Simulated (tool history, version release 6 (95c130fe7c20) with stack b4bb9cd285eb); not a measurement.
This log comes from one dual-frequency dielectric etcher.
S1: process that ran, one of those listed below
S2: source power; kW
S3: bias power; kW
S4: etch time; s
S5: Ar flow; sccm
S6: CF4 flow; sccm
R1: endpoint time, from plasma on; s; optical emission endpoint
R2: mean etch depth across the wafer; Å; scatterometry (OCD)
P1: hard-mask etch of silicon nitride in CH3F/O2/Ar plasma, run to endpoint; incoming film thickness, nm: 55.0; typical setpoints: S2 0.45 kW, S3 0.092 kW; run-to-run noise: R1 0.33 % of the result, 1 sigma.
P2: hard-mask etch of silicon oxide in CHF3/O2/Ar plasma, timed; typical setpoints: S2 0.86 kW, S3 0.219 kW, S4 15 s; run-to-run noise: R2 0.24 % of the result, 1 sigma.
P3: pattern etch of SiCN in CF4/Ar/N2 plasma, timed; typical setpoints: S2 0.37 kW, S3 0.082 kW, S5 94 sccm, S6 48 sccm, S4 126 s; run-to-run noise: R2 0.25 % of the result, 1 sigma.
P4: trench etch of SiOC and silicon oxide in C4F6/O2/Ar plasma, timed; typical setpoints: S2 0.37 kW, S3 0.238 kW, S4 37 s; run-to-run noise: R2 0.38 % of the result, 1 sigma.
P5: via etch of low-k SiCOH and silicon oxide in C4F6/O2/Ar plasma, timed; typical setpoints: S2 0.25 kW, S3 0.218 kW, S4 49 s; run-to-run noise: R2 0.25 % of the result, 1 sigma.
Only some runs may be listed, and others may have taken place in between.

{"run": 1, "hour": 8.8, "S1": "P1", "S2": 0.45, "S3": 0.092, "R1": 70.848}
{"run": 2, "hour": 13.7, "S1": "P2", "S2": 1.17, "S3": 0.219, "S4": 15, "R2": 416.22}
{"run": 3, "hour": 18.0, "S1": "P1", "S2": 0.45, "S3": 0.118, "R1": 65.078}
{"run": 4, "hour": 25.9, "S1": "P4", "S2": 0.37, "S3": 0.238, "S4": 55, "R2": 1177.4}
{"run": 5, "hour": 31.7, "S1": "P5", "S2": 0.25, "S3": 0.175, "S4": 49, "R2": 1019.6}
{"run": 6, "hour": 40.6, "S1": "P4", "S2": 0.37, "S3": 0.238, "S4": 37, "R2": 792.6}
{"run": 7, "hour": 49.3, "S1": "P3", "S2": 0.37, "S3": 0.082, "S4": 126, "S5": 59, "S6": 48, "R2": 1005.9}
{"run": 8, "hour": 55.5, "S1": "P3", "S2": 0.37, "S3": 0.082, "S4": 126, "S5": 94, "S6": 64, "R2": 980.86}
{"run": 9, "hour": 60.7, "S1": "P1", "S2": 0.45, "S3": 0.092, "R1": 71.347}
{"run": 10, "hour": 66.5, "S1": "P2", "S2": 0.86, "S3": 0.129, "S4": 15, "R2": 311.59}
{"run": 11, "hour": 74.9, "S1": "P1", "S2": 0.53, "S3": 0.092, "R1": 67.278}
{"run": 12, "hour": 81.3, "S1": "P5", "S2": 0.25, "S3": 0.218, "S4": 38.5, "R2": 862.74}
{"run": 13, "hour": 85.8, "S1": "P5", "S2": 0.25, "S3": 0.218, "S4": 49, "R2": 1098.4}
{"run": 14, "hour": 92.7, "S1": "P3", "S2": 0.27, "S3": 0.082, "S4": 126, "S5": 94, "S6": 48, "R2": 716.09}
{"run": 15, "hour": 97.1, "S1": "P1", "S2": 0.45, "S3": 0.092, "R1": 70.919}
{"run": 16, "hour": 105.0, "S1": "P2", "S2": 0.86, "S3": 0.219, "S4": 15, "R2": 368.95}
{"run": 17, "hour": 112.6, "S1": "P1", "S2": 0.45, "S3": 0.092, "R1": 71.13}
{"run": 18, "hour": 119.0, "S1": "P1", "S2": 0.29, "S3": 0.092, "R1": 83.752}
{"run": 19, "hour": 127.8, "S1": "P4", "S2": 0.37, "S3": 0.238, "S4": 37, "R2": 794.53}
{"run": 20, "hour": 134.1, "S1": "P4", "S2": 0.37, "S3": 0.296, "S4": 37, "R2": 854.55}
{"run": 21, "hour": 141.1, "S1": "P4", "S2": 0.5, "S3": 0.238, "S4": 37, "R2": 887.41}
{"run": 22, "hour": 146.8, "S1": "P1", "S2": 0.45, "S3": 0.092, "R1": 70.811}
{"run": 23, "hour": 151.4, "S1": "P3", "S2": 0.37, "S3": 0.058, "S4": 126, "S5": 94, "S6": 48, "R2": 828.15}
{"run": 24, "hour": 160.1, "S1": "P5", "S2": 0.32, "S3": 0.218, "S4": 49, "R2": 1205.5}
{"run": 25, "hour": 166.5, "S1": "P3", "S2": 0.37, "S3": 0.082, "S4": 184, "S5": 94, "S6": 48, "R2": 1375.8}
{"run": 26, "hour": 173.6, "S1": "P2", "S2": 0.86, "S3": 0.219, "S4": 10, "R2": 246.86}
{"run": 27, "hour": 179.0, "S1": "P2", "S2": 0.86, "S3": 0.219, "S4": 15, "R2": 369.61}
{"run": 28, "hour": 185.9, "S1": "P1", "S2": 0.57, "S3": 0.117, "R1": 59.981}
{"run": 29, "hour": 194.2, "S1": "P1", "S2": 0.45, "S3": 0.072, "R1": 77.827}
{"run": 30, "hour": 202.9, "S1": "P1", "S2": 0.45, "S3": 0.092, "R1": 70.821}
{"run": 31, "hour": 210.1, "S1": "P3", "S2": 0.37, "S3": 0.082, "S4": 126, "S5": 94, "S6": 48, "R2": 938.48}
{"run": 32, "hour": 216.5, "S1": "P1", "S2": 0.45, "S3": 0.092, "R1": 71.052}
{"run": 33, "hour": 222.5, "S1": "P1", "S2": 0.45, "S3": 0.092, "R1": 71.161}
{"run": 34, "hour": 228.1, "S1": "P1", "S2": 0.45, "S3": 0.092, "R1": 72.305}
{"run": 35, "hour": 234.9, "S1": "P1", "S2": 0.45, "S3": 0.092, "R1": 71.799}
{"run": 36, "hour": 243.4, "S1": "P1", "S2": 0.45, "S3": 0.092, "R1": 72.301}
{"run": 37, "hour": 251.1, "S1": "P1", "S2": 0.45, "S3": 0.092, "R1": 71.938}
{"run": 38, "hour": 256.0, "S1": "P1", "S2": 0.45, "S3": 0.092, "R1": 72.038}
{"hour": 257.8, "done": "wet clean of the chamber"}
{"run": 39, "hour": 264.8, "S1": "P1", "S2": 0.45, "S3": 0.092, "R1": 72.427}
{"run": 40, "hour": 269.1, "S1": "P1", "S2": 0.45, "S3": 0.092, "R1": 72.306}
{"run": 41, "hour": 275.2, "S1": "P1", "S2": 0.45, "S3": 0.092, "R1": 72.153}

The output of P1 has drifted from where it used to be. Each of the 2 causes below, taken at the size shown beside it, accounts for the log equally well:
A: source power that arrives under what is set, % = 4.41
B: bias power that arrives under what is set, % = 4.63
The creep began at about hour 216.5.
Ruled out, with reasons:
chamber walls in a state that lowers the etch rate, %: maintenance at hour 257.8, after the shift began, did not return the process to its former output

4 check runs are offered, one wafer each, their results left as question marks. Which one tells the causes apart?
{"run": "check 1", "hour": 281.3, "S1": "P5", "S2": 0.32, "S3": 0.218, "S4": 49, "R2": "?"}
{"run": "check 2", "hour": 281.3, "S1": "P2", "S2": 0.86, "S3": 0.136, "S4": 15, "R2": "?"}
{"run": "check 3", "hour": 281.3, "S1": "P3", "S2": 0.37, "S3": 0.082, "S4": 182.5, "S5": 94, "S6": 48, "R2": "?"}
{"run": "check 4", "hour": 281.3, "S1": "P4", "S2": 0.37, "S3": 0.29, "S4": 37, "R2": "?"}

Outcome of each check run for each possible cause:
check=check_1 result=R2 if_A=1184.4 if_B=1186.2
check=check_2 result=R2 if_A=311.14 if_B=312.14
check=check_3 result=R2 if_A=1311.6 if_B=1339.8
check=check_4 result=R2 if_A=833.71 if_B=834.18
Gap, in per cent, between the two causes that each check separates least, read from the result that separates them most: check 1 0.15 %; check 2 0.32 %; check 3 2.13 %; check 4 0.06 %
Check 3 is the one run that separates the causes; every other check would come out nearly the same whichever cause is at work.

Check 3 was then run and gave: R2 1313.8 Å. Which cause is it?

The correct cause is A, namely: source power that arrives under what is set, %.
